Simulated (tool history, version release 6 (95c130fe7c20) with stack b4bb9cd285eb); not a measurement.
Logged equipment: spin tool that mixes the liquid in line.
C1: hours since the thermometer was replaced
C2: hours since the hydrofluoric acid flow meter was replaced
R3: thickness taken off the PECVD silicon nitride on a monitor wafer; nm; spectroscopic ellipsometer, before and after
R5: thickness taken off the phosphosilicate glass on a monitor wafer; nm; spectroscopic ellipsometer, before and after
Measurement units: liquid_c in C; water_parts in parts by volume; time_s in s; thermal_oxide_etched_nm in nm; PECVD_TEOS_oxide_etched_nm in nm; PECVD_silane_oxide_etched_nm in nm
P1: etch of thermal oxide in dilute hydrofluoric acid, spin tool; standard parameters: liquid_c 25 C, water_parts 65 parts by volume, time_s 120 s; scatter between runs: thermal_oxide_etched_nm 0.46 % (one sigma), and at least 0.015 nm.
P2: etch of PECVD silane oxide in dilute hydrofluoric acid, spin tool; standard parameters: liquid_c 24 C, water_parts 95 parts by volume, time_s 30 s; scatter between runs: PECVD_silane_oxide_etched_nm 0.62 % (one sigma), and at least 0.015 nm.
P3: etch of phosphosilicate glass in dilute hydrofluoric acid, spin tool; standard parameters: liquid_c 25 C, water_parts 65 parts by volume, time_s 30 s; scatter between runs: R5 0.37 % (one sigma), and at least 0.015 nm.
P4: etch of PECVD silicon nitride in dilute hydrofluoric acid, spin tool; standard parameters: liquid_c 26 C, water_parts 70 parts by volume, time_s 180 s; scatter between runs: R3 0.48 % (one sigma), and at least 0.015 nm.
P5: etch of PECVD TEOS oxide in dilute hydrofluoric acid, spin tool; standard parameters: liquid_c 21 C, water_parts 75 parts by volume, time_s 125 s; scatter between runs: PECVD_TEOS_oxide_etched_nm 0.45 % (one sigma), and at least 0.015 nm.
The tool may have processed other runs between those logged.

run 1 hour=3.6 | process=P1 liquid_c=25 water_parts=65 time_s=120 | C1=927.1 C2=590.6 | thermal_oxide_etched_nm=9.2487
run 2 hour=8.8 | process=P5 liquid_c=21 water_parts=75 time_s=235 | C1=932.3 C2=595.8 | PECVD_TEOS_oxide_etched_nm=45.225
run 3 hour=15.9 | process=P4 liquid_c=26 water_parts=70 time_s=180 | C1=939.4 C2=602.9 | R3=11.656
run 4 hour=22 | process=P1 liquid_c=25 water_parts=65 time_s=220 | C1=945.5 C2=609 | thermal_oxide_etched_nm=16.961
run 5 hour=27.8 | process=P5 liquid_c=21 water_parts=30 time_s=125 | C1=951.3 C2=614.8 | PECVD_TEOS_oxide_etched_nm=63.688
run 6 hour=34.7 | process=P4 liquid_c=19.5 water_parts=70 time_s=180 | C1=958.2 C2=621.7 | R3=7.5142
run 7 hour=38.3 | process=P5 liquid_c=26 water_parts=75 time_s=125 | C1=961.8 C2=625.3 | PECVD_TEOS_oxide_etched_nm=29.311
run 8 hour=44.9 | process=P2 liquid_c=24 water_parts=20 time_s=30 | C1=968.4 C2=631.9 | PECVD_silane_oxide_etched_nm=26.505
run 9 hour=48.7 | process=P1 liquid_c=25 water_parts=65 time_s=20 | C1=972.2 C2=635.7 | thermal_oxide_etched_nm=1.5463
run 10 hour=53.2 | process=P1 liquid_c=25 water_parts=20 time_s=120 | C1=976.7 C2=640.2 | thermal_oxide_etched_nm=32.017
run 11 hour=60 | process=P2 liquid_c=24 water_parts=95 time_s=60 | C1=983.5 C2=647 | PECVD_silane_oxide_etched_nm=10.095
run 12 hour=65.3 | process=P4 liquid_c=26 water_parts=35 time_s=180 | C1=988.8 C2=652.3 | R3=22.968
run 13 hour=69 | process=P1 liquid_c=25 water_parts=65 time_s=120 | C1=992.5 C2=656 | thermal_oxide_etched_nm=9.1914
run 14 hour=76.6 | process=P1 liquid_c=33 water_parts=65 time_s=120 | C1=1000.1 C2=663.6 | thermal_oxide_etched_nm=12.692
run 15 hour=81.5 | process=P3 liquid_c=25 water_parts=65 time_s=15 | C1=1005 C2=668.5 | R5=39.42
run 16 hour=87.1 | process=P1 liquid_c=25 water_parts=95 time_s=120 | C1=1010.6 C2=674.1 | thermal_oxide_etched_nm=6.1119
run 17 hour=91.9 | process=P2 liquid_c=28.5 water_parts=95 time_s=30 | C1=1015.4 C2=678.9 | PECVD_silane_oxide_etched_nm=6.0025
run 18 hour=96.8 | process=P1 liquid_c=25 water_parts=65 time_s=120 | C1=1020.3 C2=683.8 | thermal_oxide_etched_nm=9.2304
run 19 hour=102.7 | process=P1 liquid_c=19 water_parts=65 time_s=120 | C1=1026.2 C2=689.7 | thermal_oxide_etched_nm=7.2605
run 20 hour=108.8 | process=P1 liquid_c=30.5 water_parts=85 time_s=120 | C1=1032.3 C2=695.8 | thermal_oxide_etched_nm=8.6032
run 21 hour=112.5 | process=P3 liquid_c=17.5 water_parts=65 time_s=30 | C1=1036 C2=699.5 | R5=57.671
run 22 hour=117.2 | process=P1 liquid_c=25 water_parts=65 time_s=120 | C1=1040.7 C2=704.2 | thermal_oxide_etched_nm=9.2017
run 23 hour=122.7 | process=P1 liquid_c=25 water_parts=65 time_s=120 | C1=1046.2 C2=709.7 | thermal_oxide_etched_nm=9.2212
run 24 hour=128.1 | process=P2 liquid_c=24 water_parts=95 time_s=30 | C1=1051.6 C2=715.1 | PECVD_silane_oxide_etched_nm=5.0241
run 25 hour=134.2 | process=P3 liquid_c=25 water_parts=65 time_s=30 | C1=1057.7 C2=721.2 | R5=77.877
run 26 hour=141.1 | process=P4 liquid_c=26 water_parts=70 time_s=290 | C1=1064.6 C2=728.1 | R3=18.743
run 27 hour=145.4 | process=P3 liquid_c=25 water_parts=40 time_s=30 | C1=1068.9 C2=732.4 | R5=131.71
run 28 hour=150.3 | process=P3 liquid_c=25 water_parts=65 time_s=30 | C1=1073.8 C2=737.3 | R5=78.494
run 29 hour=156 | process=P5 liquid_c=21 water_parts=75 time_s=125 | C1=1079.5 C2=743 | PECVD_TEOS_oxide_etched_nm=24.089
run 30 hour=162.5 | process=P1 liquid_c=25 water_parts=65 time_s=120 | C1=1086 C2=749.5 | thermal_oxide_etched_nm=9.2091
run 31 hour=168.2 | process=P1 liquid_c=25 water_parts=65 time_s=120 | C1=1091.7 C2=755.2 | thermal_oxide_etched_nm=9.4363
run 32 hour=173.7 | process=P1 liquid_c=25 water_parts=65 time_s=120 | C1=1097.2 C2=760.7 | thermal_oxide_etched_nm=9.6918
run 33 hour=179.4 | process=P1 liquid_c=25 water_parts=65 time_s=120 | C1=1102.9 C2=766.4 | thermal_oxide_etched_nm=9.7432
run 34 hour=186.5 | process=P1 liquid_c=25 water_parts=65 time_s=120 | C1=1110 C2=773.5 | thermal_oxide_etched_nm=9.8139
run 35 hour=190.6 | process=P1 liquid_c=25 water_parts=65 time_s=120 | C1=1114.1 C2=777.6 | thermal_oxide_etched_nm=9.9182
run 36 hour=195.5 | process=P1 liquid_c=25 water_parts=65 time_s=120 | C1=1119 C2=782.5 | thermal_oxide_etched_nm=9.9339

Something has made what P1 gives creep away from where it was; the 2 causes below, each at its own stated size, fit the log equally well:
A: liquid hotter than its thermometer reads (K) = 1.51
B: hydrofluoric acid flow above the setpoint (%) = 5.73
The onset of the drift is placed at about hour 162.5.

Listed below are the offered check runs, one wafer per run, with question marks in place of results. For which of them would the causes give clearly different outcomes?
run check 1 hour=200.4 | process=P3 liquid_c=25 water_parts=65 time_s=30 | R5=?
run check 2 hour=200.4 | process=P4 liquid_c=26 water_parts=70 time_s=180 | R3=?
run check 3 hour=200.4 | process=P5 liquid_c=21 water_parts=75 time_s=125 | PECVD_TEOS_oxide_etched_nm=?
run check 4 hour=200.4 | process=P2 liquid_c=24 water_parts=95 time_s=30 | PECVD_silane_oxide_etched_nm=?

Expected result of each check under each candidate cause:
check=check_1 result=R5 if_A=83.477 if_B=83.464
check=check_2 result=R3 if_A=12.839 if_B=12.289
check=check_3 result=PECVD_TEOS_oxide_etched_nm if_A=25.661 if_B=25.619
check=check_4 result=PECVD_silane_oxide_etched_nm if_A=5.3559 if_B=5.3693
Minimum pairwise separation of causes per check, each pair taken at its best-separating result: check 1 0.02 %; check 2 4.38 %; check 3 0.16 %; check 4 0.25 %
The other checks would show nearly matching results whichever cause is true, so check 2 is the only one that separates the causes.

Running check 2 produced the following: R3 12.311 nm. Which one of the listed causes fits?

B is the cause: hydrofluoric acid flow above the setpoint (%).

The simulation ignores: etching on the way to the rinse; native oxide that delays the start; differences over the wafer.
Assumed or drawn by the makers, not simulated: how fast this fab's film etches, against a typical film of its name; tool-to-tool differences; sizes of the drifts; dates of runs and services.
